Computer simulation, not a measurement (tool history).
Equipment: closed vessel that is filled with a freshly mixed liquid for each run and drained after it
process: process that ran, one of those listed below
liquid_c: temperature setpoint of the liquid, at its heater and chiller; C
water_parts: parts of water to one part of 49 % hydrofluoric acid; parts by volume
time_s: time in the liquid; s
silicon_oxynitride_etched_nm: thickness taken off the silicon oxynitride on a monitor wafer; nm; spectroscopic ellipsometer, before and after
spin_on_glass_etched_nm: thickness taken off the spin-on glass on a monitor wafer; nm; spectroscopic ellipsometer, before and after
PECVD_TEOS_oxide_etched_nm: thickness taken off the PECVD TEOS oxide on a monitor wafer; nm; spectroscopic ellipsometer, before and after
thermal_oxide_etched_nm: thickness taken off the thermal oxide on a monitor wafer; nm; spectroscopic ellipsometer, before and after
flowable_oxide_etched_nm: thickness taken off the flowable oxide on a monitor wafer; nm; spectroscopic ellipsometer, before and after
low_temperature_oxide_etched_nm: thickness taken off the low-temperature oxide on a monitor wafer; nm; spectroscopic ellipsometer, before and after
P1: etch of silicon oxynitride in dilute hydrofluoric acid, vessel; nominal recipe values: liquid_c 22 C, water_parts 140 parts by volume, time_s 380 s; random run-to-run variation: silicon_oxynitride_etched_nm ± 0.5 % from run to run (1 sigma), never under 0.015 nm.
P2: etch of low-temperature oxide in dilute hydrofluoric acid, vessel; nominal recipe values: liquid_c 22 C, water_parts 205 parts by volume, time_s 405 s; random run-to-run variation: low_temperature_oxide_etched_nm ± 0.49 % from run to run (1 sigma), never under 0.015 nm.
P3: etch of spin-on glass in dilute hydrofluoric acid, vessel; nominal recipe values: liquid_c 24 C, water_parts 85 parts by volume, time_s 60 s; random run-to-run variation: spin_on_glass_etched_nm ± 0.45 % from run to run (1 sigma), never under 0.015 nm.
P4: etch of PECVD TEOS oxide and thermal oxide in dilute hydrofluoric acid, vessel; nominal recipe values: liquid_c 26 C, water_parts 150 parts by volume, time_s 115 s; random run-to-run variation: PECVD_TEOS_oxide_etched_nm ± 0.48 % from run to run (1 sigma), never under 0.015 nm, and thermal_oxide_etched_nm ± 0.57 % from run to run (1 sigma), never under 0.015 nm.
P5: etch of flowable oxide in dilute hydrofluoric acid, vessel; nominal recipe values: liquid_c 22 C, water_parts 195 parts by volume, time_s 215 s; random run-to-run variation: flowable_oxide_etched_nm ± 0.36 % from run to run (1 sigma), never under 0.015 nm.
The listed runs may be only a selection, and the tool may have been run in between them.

run,hour,process,liquid_c,water_parts,time_s,hours since the thermometer was replaced,hours since the hydrofluoric acid flow meter was replaced,silicon_oxynitride_etched_nm,spin_on_glass_etched_nm,PECVD_TEOS_oxide_etched_nm,thermal_oxide_etched_nm,flowable_oxide_etched_nm,low_temperature_oxide_etched_nm
1,4,P1,22,140,380,930.3,1289.5,5.4476,,,,,
2,8.7,P1,22,45,380,935,1294.2,17.98,,,,,
3,12,P3,24,85,60,938.3,1297.5,,27.091,,,,
4,16.4,P1,27,140,380,942.7,1301.9,6.8309,,,,,
5,20.9,P4,26,150,225,947.2,1306.4,,,33.74,7.0457,,
6,25.5,P3,24,85,30,951.8,1311,,13.615,,,,
7,30,P5,17,195,215,956.3,1315.5,,,,,45.202,
8,33.1,P5,22,195,215,959.4,1318.6,,,,,55.221,
9,37.5,P1,22,220,380,963.8,1323,3.2537,,,,,
10,42.9,P4,26,150,115,969.2,1328.4,,,17.297,3.5526,,
11,46.6,P4,19,150,115,972.9,1332.1,,,13.12,2.7584,,
12,51.3,P2,22,205,210,977.6,1336.8,,,,,,8.9092
13,56.3,P2,22,205,405,982.6,1341.8,,,,,,17.351
14,61,P1,22,140,750,987.3,1346.5,10.65,,,,,
15,65.8,P1,22,140,380,992.1,1351.3,5.3731,,,,,
16,70.8,P1,22,140,380,997.1,1356.3,5.4032,,,,,
17,74.3,P1,17,140,380,1000.6,1359.8,4.2565,,,,,
18,76.9,P1,22,140,380,1003.2,1362.4,5.3612,,,,,
19,80.8,P2,22,45,405,1007.1,1366.3,,,,,,93.608
20,84.3,P4,26,270,115,1010.6,1369.8,,,8.3844,1.7296,,
21,89.5,P4,26,150,115,1015.8,1375,,,17.301,3.5962,,
22,94.8,P1,22,140,380,1021.1,1380.3,5.4375,,,,,
23,98.2,P1,22,65,590,1024.5,1383.7,19.134,,,,,
24,103.1,P3,17,85,60,1029.4,1388.6,,20.345,,,,
25,108.3,P5,22,195,400,1034.6,1393.8,,,,,101.95,
26,111.6,P2,17,205,405,1037.9,1397.1,,,,,,14.12
27,116.8,P3,24,25,60,1043.1,1402.3,,99.124,,,,
28,121.2,P1,22,140,60,1047.5,1406.7,0.8675,,,,,
29,126.6,P5,22,45,215,1052.9,1412.1,,,,,281.28,
30,131.3,P1,22,140,380,1057.6,1416.8,5.4335,,,,,
31,135.8,P1,22,140,380,1062.1,1421.3,5.6013,,,,,

Predict the results of run 32:
32,139.5,P1,22,140,380,1065.8,1425,?,,,,,

silicon_oxynitride_etched_nm: 5.7361 nm
